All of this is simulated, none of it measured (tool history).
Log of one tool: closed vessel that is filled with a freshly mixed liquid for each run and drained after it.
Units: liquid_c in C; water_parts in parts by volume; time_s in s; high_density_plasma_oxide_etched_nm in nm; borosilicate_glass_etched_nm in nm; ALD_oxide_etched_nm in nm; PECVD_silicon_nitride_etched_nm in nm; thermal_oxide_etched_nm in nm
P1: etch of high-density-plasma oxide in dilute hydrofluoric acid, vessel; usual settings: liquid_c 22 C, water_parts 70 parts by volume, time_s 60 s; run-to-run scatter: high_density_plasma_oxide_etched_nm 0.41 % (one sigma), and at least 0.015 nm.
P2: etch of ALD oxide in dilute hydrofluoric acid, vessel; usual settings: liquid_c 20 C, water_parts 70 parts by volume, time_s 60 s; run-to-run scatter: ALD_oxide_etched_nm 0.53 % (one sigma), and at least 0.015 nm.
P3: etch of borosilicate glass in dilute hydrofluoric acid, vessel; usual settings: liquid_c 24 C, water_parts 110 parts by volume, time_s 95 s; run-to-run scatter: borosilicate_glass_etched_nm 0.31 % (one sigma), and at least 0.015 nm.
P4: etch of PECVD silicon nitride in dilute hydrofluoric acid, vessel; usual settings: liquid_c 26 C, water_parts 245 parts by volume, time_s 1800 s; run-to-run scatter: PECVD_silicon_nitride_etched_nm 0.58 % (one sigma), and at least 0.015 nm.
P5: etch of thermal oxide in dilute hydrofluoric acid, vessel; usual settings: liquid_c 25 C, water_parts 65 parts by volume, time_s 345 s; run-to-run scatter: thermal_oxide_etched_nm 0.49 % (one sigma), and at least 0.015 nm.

run	hour	process	liquid_c	water_parts	time_s	high_density_plasma_oxide_etched_nm	borosilicate_glass_etched_nm	ALD_oxide_etched_nm	PECVD_silicon_nitride_etched_nm	thermal_oxide_etched_nm
1	9.8	P1	22	70	60	5.2777				
2	26.7	P3	17	110	95		27.473			
3	35	P1	22	20	60	19.857				
4	48.8	P1	17	70	60	4.2867				
5	59.9	P1	22	70	60	5.3313				
6	73.9	P2	20	70	30			12.256		
7	84.3	P4	26	245	1800				28.71	
8	98.6	P5	25	65	345					26.066
9	114.1	P4	19	245	1800				18.378	
10	123	P3	24	110	95		36.272			
11	133.4	P2	26	70	60			31.599		
12	151.1	P5	25	20	345					89.717
13	168	P1	22	70	60	5.3351				
14	181.4	P5	25	65	655					49.533
15	194.5	P3	24	175	95		21.256			
16	211.4	P4	26	245	3335				52.717	
17	225.3	P1	22	70	60	5.3153				
18	241.5	P3	24	110	40		15.392			
19	250.1	P2	20	20	60			91.261		
20	260.5	P2	20	70	60			24.628		
21	275.3	P1	17	125	60	2.277				
22	286.9	P5	25	65	345					25.962
23	295.6	P5	33	65	345					35.392
24	312.9	P1	22	105	60	3.4186				
25	330.7	P4	26	75	1800				93.708	
26	339.2	P1	22	70	100	8.9047				
27	354.1	P1	22	70	60	5.2969				
28	364.6	P1	22	70	60	5.3458				
29	376.1	P1	22	70	30	2.6738				
30	389.6	P1	22	70	60	5.3463				
31	397.9	P1	29.5	70	60	7.1276				
32	414.2	P1	22	70	60	5.2791				
33	429.6	P1	22	70	60	5.5523				
34	440.8	P1	22	70	60	5.6036				
35	453.3	P1	22	70	60	5.6694				
36	465.5	P1	22	70	60	5.7298				
37	479.9	P1	22	70	60	5.8143				
38	495.6	P1	22	70	60	5.8141				
39	514	P1	22	70	60	5.8222				
40	530.6	P1	22	70	60	5.7925				
41	548.4	P1	22	70	60	5.8867				
42	563.1	P1	22	70	60	5.8179				
43	572.4	P1	22	70	60	5.8635				

What P1 gives has crept away from where it was. These 2 causes fit the log equally well, each at the size given:
A: liquid hotter than its thermometer reads (K) = 2.34
B: hydrofluoric acid flow above the setpoint (%) = 9.2
The creep began at about hour 414.2.

4 check runs are offered, one wafer each, their results left as question marks. Which one tells the causes apart?
check 1	581.7	P4	19.5	245	1800				?	
check 2	581.7	P5	28	20	345					?
check 3	581.7	P3	18	110	95		?			
check 4	581.7	P2	25	70	30			?		

What each check would give under each cause:
check	result	if A	if B
check 1	PECVD_silicon_nitride_etched_nm	22.129	20.733
check 2	thermal_oxide_etched_nm	111.97	111.42
check 3	borosilicate_glass_etched_nm	31.505	31.556
check 4	ALD_oxide_etched_nm	16.56	16.606
How far apart the two closest causes lie, in the result that separates them most: check 1 6.52 %; check 2 0.49 %; check 3 0.16 %; check 4 0.28 %
Check 1 tells the causes apart: in the others they would give nearly the same result.

Check 1 was then run and gave: PECVD_silicon_nitride_etched_nm 20.716 nm. Which cause is it?

It is B: hydrofluoric acid flow above the setpoint (%).

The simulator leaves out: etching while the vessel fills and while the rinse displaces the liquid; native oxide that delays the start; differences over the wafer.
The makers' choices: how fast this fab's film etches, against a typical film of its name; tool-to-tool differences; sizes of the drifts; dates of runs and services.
